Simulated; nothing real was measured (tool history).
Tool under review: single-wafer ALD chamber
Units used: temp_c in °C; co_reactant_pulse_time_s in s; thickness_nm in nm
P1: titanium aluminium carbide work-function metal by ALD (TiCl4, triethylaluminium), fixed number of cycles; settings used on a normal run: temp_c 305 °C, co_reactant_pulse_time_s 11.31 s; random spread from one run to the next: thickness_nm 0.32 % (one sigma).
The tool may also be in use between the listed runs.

run   hour  temp_c  co_reactant_pulse_time_s  hours since the last thermocouple change  hours since the last triethylaluminium bottle change  thickness_nm
  1    9.8     305                     11.31                                    1257.3                                                 447.7        2.0767
  2   19.8     305                     11.31                                    1267.3                                                 457.7        2.0589
      22.6  -- triethylaluminium bottle replaced
  3   29.1     305                      5.27                                    1276.6                                                   6.6        1.7559
  4   34.7     305                     11.31                                    1282.2                                                  12.2        2.0638
  5   40.9     305                     11.31                                    1288.4                                                  18.4        2.0618
  6   48.6     305                     11.31                                    1296.1                                                  26.1        2.0719
  7   58.7     320                     15.62                                    1306.2                                                  36.2        2.2318
  8   65.9     328                     11.31                                    1313.4                                                  43.4        2.2703
      70.4  -- thermocouple changed; heater temperature recalibrated
  9   73.7     280                     11.31                                       3.3                                                  51.2        1.8526
 10     81     305                     11.31                                      10.6                                                  58.5        2.0658
 11   90.5     305                     14.59                                      20.1                                                    68        2.0828
 12   95.1     305                     11.31                                      24.7                                                  72.6         2.063
 13  103.9     305                     11.31                                      33.5                                                  81.4        2.0524

Run 14 is up next; what results do you expect?
 14  110.3     305                     11.31                                      39.9                                                  87.8             ?

Logged for run 14: thickness_nm 2.0427 nm.
